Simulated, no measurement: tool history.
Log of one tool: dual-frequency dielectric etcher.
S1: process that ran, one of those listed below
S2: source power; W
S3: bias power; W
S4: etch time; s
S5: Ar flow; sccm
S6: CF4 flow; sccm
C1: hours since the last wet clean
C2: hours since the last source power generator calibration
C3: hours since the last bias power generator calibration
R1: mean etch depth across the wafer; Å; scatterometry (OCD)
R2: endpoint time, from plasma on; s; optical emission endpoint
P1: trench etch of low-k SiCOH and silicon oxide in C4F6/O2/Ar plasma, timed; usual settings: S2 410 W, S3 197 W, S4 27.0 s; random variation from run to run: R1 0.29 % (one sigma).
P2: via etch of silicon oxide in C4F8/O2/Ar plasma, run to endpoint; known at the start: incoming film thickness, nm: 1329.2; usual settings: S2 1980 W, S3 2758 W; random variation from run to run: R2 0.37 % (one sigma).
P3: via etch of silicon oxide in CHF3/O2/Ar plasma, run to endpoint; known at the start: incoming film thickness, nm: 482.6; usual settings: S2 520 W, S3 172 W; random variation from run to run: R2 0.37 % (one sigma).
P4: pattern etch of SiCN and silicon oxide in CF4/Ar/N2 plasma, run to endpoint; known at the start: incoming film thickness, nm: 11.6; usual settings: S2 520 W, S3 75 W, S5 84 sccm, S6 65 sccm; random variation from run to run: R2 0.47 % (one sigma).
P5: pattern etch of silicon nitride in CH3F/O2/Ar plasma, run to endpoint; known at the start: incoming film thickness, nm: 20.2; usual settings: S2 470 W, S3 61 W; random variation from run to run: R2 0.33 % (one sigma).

{"run": 1, "hour": 4.3, "S1": "P1", "S2": 410, "S3": 197, "S4": 27.0, "C1": 322.1, "C2": 1412.5, "C3": 2352.2, "R1": 926.3}
{"run": 2, "hour": 9.7, "S1": "P2", "S2": 1980, "S3": 1739, "C1": 327.5, "C2": 1417.9, "C3": 2357.6, "R2": 267.31}
{"run": 3, "hour": 14.1, "S1": "P1", "S2": 410, "S3": 197, "S4": 27.0, "C1": 331.9, "C2": 1422.3, "C3": 2362.0, "R1": 924.62}
{"run": 4, "hour": 18.9, "S1": "P4", "S2": 520, "S3": 75, "S5": 84, "S6": 65, "C1": 336.7, "C2": 1427.1, "C3": 2366.8, "R2": 11.615}
{"run": 5, "hour": 24.5, "S1": "P1", "S2": 410, "S3": 249, "S4": 27.0, "C1": 342.3, "C2": 1432.7, "C3": 2372.4, "R1": 1006.0}
{"run": 6, "hour": 29.8, "S1": "P5", "S2": 470, "S3": 61, "C1": 347.6, "C2": 1438.0, "C3": 2377.7, "R2": 30.308}
{"run": 7, "hour": 34.7, "S1": "P2", "S2": 1980, "S3": 2758, "C1": 352.5, "C2": 1442.9, "C3": 2382.6, "R2": 231.9}
{"run": 8, "hour": 42.0, "S1": "P1", "S2": 410, "S3": 120, "S4": 27.0, "C1": 359.8, "C2": 1450.2, "C3": 2389.9, "R1": 798.19}
{"run": 9, "hour": 47.4, "S1": "P1", "S2": 240, "S3": 197, "S4": 27.0, "C1": 365.2, "C2": 1455.6, "C3": 2395.3, "R1": 752.36}
{"run": 10, "hour": 54.9, "S1": "P5", "S2": 300, "S3": 61, "C1": 372.7, "C2": 1463.1, "C3": 2402.8, "R2": 35.724}
{"run": 11, "hour": 59.8, "S1": "P1", "S2": 410, "S3": 197, "S4": 27.0, "C1": 377.6, "C2": 1468.0, "C3": 2407.7, "R1": 926.7}
{"run": 12, "hour": 65.3, "S1": "P5", "S2": 470, "S3": 37, "C1": 383.1, "C2": 1473.5, "C3": 2413.2, "R2": 35.166}
{"run": 13, "hour": 71.5, "S1": "P4", "S2": 520, "S3": 75, "S5": 84, "S6": 88, "C1": 389.3, "C2": 1479.7, "C3": 2419.4, "R2": 11.126}
{"run": 14, "hour": 76.8, "S1": "P1", "S2": 410, "S3": 197, "S4": 19.5, "C1": 394.6, "C2": 1485.0, "C3": 2424.7, "R1": 664.69}
{"run": 15, "hour": 81.1, "S1": "P1", "S2": 410, "S3": 197, "S4": 33.0, "C1": 398.9, "C2": 1489.3, "C3": 2429.0, "R1": 1131.3}
{"run": 16, "hour": 84.5, "S1": "P1", "S2": 500, "S3": 197, "S4": 21.5, "C1": 402.3, "C2": 1492.7, "C3": 2432.4, "R1": 790.82}
{"run": 17, "hour": 89.6, "S1": "P2", "S2": 1200, "S3": 2758, "C1": 407.4, "C2": 1497.8, "C3": 2437.5, "R2": 282.57}
{"run": 18, "hour": 96.6, "S1": "P4", "S2": 520, "S3": 44, "S5": 84, "S6": 65, "C1": 414.4, "C2": 1504.8, "C3": 2444.5, "R2": 13.8}
{"run": 19, "hour": 100.3, "S1": "P1", "S2": 410, "S3": 197, "S4": 27.0, "C1": 418.1, "C2": 1508.5, "C3": 2448.2, "R1": 925.22}
{"run": 20, "hour": 106.4, "S1": "P1", "S2": 410, "S3": 197, "S4": 27.0, "C1": 424.2, "C2": 1514.6, "C3": 2454.3, "R1": 922.9}
{"run": 21, "hour": 109.8, "S1": "P3", "S2": 520, "S3": 118, "C1": 427.6, "C2": 1518.0, "C3": 2457.7, "R2": 299.72}
{"run": 22, "hour": 115.2, "S1": "P4", "S2": 520, "S3": 75, "S5": 49, "S6": 65, "C1": 433.0, "C2": 1523.4, "C3": 2463.1, "R2": 10.799}
{"run": 23, "hour": 120.4, "S1": "P3", "S2": 520, "S3": 172, "C1": 438.2, "C2": 1528.6, "C3": 2468.3, "R2": 266.31}
{"run": 24, "hour": 126.7, "S1": "P4", "S2": 380, "S3": 75, "S5": 84, "S6": 65, "C1": 444.5, "C2": 1534.9, "C3": 2474.6, "R2": 15.322}
{"run": 25, "hour": 133.0, "S1": "P1", "S2": 510, "S3": 197, "S4": 27.0, "C1": 450.8, "C2": 1541.2, "C3": 2480.9, "R1": 1003.8}
{"run": 26, "hour": 137.0, "S1": "P1", "S2": 410, "S3": 197, "S4": 27.0, "C1": 454.8, "C2": 1545.2, "C3": 2484.9, "R1": 922.34}
{"run": 27, "hour": 143.7, "S1": "P3", "S2": 340, "S3": 172, "C1": 461.5, "C2": 1551.9, "C3": 2491.6, "R2": 310.95}
{"run": 28, "hour": 149.7, "S1": "P1", "S2": 410, "S3": 197, "S4": 27.0, "C1": 467.5, "C2": 1557.9, "C3": 2497.6, "R1": 923.41}
{"run": 29, "hour": 153.2, "S1": "P1", "S2": 410, "S3": 197, "S4": 27.0, "C1": 471.0, "C2": 1561.4, "C3": 2501.1, "R1": 924.25}
{"run": 30, "hour": 159.4, "S1": "P1", "S2": 410, "S3": 197, "S4": 27.0, "C1": 477.2, "C2": 1567.6, "C3": 2507.3, "R1": 928.42}
{"run": 31, "hour": 163.6, "S1": "P1", "S2": 410, "S3": 197, "S4": 27.0, "C1": 481.4, "C2": 1571.8, "C3": 2511.5, "R1": 931.36}
{"run": 32, "hour": 167.5, "S1": "P1", "S2": 410, "S3": 197, "S4": 27.0, "C1": 485.3, "C2": 1575.7, "C3": 2515.4, "R1": 933.98}
{"run": 33, "hour": 175.2, "S1": "P1", "S2": 410, "S3": 197, "S4": 27.0, "C1": 493.0, "C2": 1583.4, "C3": 2523.1, "R1": 938.4}
{"run": 34, "hour": 179.0, "S1": "P1", "S2": 410, "S3": 197, "S4": 27.0, "C1": 496.8, "C2": 1587.2, "C3": 2526.9, "R1": 931.59}
{"run": 35, "hour": 186.0, "S1": "P1", "S2": 410, "S3": 197, "S4": 27.0, "C1": 503.8, "C2": 1594.2, "C3": 2533.9, "R1": 939.68}
{"hour": 186.3, "done": "wet clean of the chamber"}
{"run": 36, "hour": 191.8, "S1": "P1", "S2": 410, "S3": 197, "S4": 27.0, "C1": 5.5, "C2": 1600.0, "C3": 2539.7, "R1": 934.26}
{"run": 37, "hour": 196.4, "S1": "P1", "S2": 410, "S3": 197, "S4": 27.0, "C1": 10.1, "C2": 1604.6, "C3": 2544.3, "R1": 939.63}
{"run": 38, "hour": 202.5, "S1": "P1", "S2": 410, "S3": 197, "S4": 27.0, "C1": 16.2, "C2": 1610.7, "C3": 2550.4, "R1": 935.1}
{"run": 39, "hour": 208.5, "S1": "P1", "S2": 410, "S3": 197, "S4": 27.0, "C1": 22.2, "C2": 1616.7, "C3": 2556.4, "R1": 940.81}

What P1 gives has crept away from where it was. These 2 causes fit the log equally well, each at the size given:
A: bias power that arrives over what is set, % = 4.59
B: source power that arrives over what is set, % = 3.81
The creep began at about hour 153.2.
Why every other cause is out:
chamber walls in a state that raises the etch rate, %: serviced at hour 186.3, which brought nothing back

4 check runs are offered, each on 3 wafers whose results are averaged, their results left as question marks. Which one tells the causes apart?
{"run": "check 1", "hour": 214.5, "S1": "P3", "S2": 430, "S3": 172, "R2": "?"}
{"run": "check 2", "hour": 214.5, "S1": "P4", "S2": 520, "S3": 55, "S5": 84, "S6": 83, "R2": "?"}
{"run": "check 3", "hour": 214.5, "S1": "P2", "S2": 1540, "S3": 2758, "R2": "?"}
{"run": "check 4", "hour": 214.5, "S1": "P5", "S2": 300, "S3": 39, "R2": "?"}

What each check would give under each cause:
check=check_1 result=R2 if_A=280.580 if_B=280.890
check=check_2 result=R2 if_A=12.213 if_B=11.970
check=check_3 result=R2 if_A=253.040 if_B=252.900
check=check_4 result=R2 if_A=40.894 if_B=40.846
How far apart the two closest causes lie, in the result that separates them most: check 1 0.11 %; check 2 2.01 %; check 3 0.06 %; check 4 0.12 %
Check 2 tells the causes apart: in the others they would give nearly the same result.

Check 2 was then run and gave: R2 11.966 s. Which cause is it?

It is B: source power that arrives over what is set, %.

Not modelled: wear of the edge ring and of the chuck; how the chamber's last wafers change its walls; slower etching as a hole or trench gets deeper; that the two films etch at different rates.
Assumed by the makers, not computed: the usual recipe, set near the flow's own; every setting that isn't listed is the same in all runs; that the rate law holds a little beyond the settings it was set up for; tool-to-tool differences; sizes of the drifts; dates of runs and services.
